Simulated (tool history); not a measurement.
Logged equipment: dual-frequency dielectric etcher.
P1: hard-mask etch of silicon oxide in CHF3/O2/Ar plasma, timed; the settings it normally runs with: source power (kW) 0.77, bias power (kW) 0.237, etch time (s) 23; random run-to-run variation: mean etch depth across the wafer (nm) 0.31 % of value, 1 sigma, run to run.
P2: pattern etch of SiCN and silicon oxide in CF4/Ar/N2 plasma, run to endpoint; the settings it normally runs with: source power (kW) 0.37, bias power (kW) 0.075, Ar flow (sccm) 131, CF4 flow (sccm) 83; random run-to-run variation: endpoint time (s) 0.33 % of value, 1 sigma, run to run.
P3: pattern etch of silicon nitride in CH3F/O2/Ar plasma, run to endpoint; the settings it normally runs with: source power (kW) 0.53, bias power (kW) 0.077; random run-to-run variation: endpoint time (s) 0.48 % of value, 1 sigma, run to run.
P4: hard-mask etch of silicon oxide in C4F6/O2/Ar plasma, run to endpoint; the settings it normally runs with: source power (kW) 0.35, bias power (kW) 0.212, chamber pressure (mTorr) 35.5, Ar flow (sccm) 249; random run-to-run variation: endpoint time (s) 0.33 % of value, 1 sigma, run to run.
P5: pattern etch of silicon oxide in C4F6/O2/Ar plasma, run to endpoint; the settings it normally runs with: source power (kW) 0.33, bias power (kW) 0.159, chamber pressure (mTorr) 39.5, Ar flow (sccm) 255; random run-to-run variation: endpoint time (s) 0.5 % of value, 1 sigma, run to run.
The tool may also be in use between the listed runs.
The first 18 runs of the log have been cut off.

| run | hour | process that ran | source power (kW) | bias power (kW) | etch time (s) | chamber pressure (mTorr) | Ar flow (sccm) | CF4 flow (sccm) | mean etch depth across the wafer (nm) | endpoint time (s) |
|---|---|---|---|---|---|---|---|---|---|---|
| 19 | 103.9 | P5 | 0.33 | 0.159 |  | 29.5 | 255 |  |  | 11.627 |
| 20 | 108.7 | P1 | 0.77 | 0.192 | 23 |  |  |  | 50.94 |  |
| 21 | 116.5 | P1 | 0.62 | 0.193 | 23 |  |  |  | 46.916 |  |
| 22 | 120.4 | P4 | 0.35 | 0.212 |  | 45 | 249 |  |  | 55.239 |
| 23 | 125.7 | P1 | 0.77 | 0.237 | 12.5 |  |  |  | 29.84 |  |
| 24 | 131.8 | P4 | 0.35 | 0.212 |  | 35.5 | 249 |  |  | 54.058 |
| 25 | 137.3 | P2 | 0.37 | 0.095 |  |  | 131 | 83 |  | 15.682 |
| 26 | 142.1 | P1 | 0.55 | 0.313 | 23 |  |  |  | 53.458 |  |
| 27 | 147.3 | P1 | 0.77 | 0.237 | 23 |  |  |  | 54.578 |  |
|  | 153.4 | wet clean of the chamber |
| 28 | 153.4 | P5 | 0.33 | 0.159 |  | 39.5 | 255 |  |  | 12.018 |
| 29 | 157.5 | P5 | 0.33 | 0.13 |  | 39.5 | 255 |  |  | 12.956 |
| 30 | 163.5 | P2 | 0.37 | 0.075 |  |  | 91 | 83 |  | 16.176 |
| 31 | 167.1 | P1 | 0.77 | 0.237 | 31.5 |  |  |  | 74.909 |  |
| 32 | 173 | P1 | 0.77 | 0.237 | 23 |  |  |  | 54.696 |  |
| 33 | 179.3 | P1 | 0.77 | 0.237 | 23 |  |  |  | 54.738 |  |
| 34 | 185.4 | P1 | 0.77 | 0.237 | 23 |  |  |  | 54.938 |  |
| 35 | 192.4 | P1 | 0.77 | 0.237 | 23 |  |  |  | 54.919 |  |
| 36 | 196.2 | P1 | 0.77 | 0.237 | 23 |  |  |  | 55.191 |  |
| 37 | 203.7 | P1 | 0.77 | 0.237 | 23 |  |  |  | 55.557 |  |
| 38 | 209.5 | P1 | 0.77 | 0.237 | 23 |  |  |  | 55.149 |  |
| 39 | 215.4 | P1 | 0.77 | 0.237 | 23 |  |  |  | 55.497 |  |
| 40 | 219.5 | P1 | 0.77 | 0.237 | 23 |  |  |  | 55.507 |  |

For run 41, what comes out?
| 41 | 224.8 | P1 | 0.77 | 0.237 | 23 |  |  |  | ? |  |

Run 41 gave mean etch depth across the wafer (nm) 55.444.

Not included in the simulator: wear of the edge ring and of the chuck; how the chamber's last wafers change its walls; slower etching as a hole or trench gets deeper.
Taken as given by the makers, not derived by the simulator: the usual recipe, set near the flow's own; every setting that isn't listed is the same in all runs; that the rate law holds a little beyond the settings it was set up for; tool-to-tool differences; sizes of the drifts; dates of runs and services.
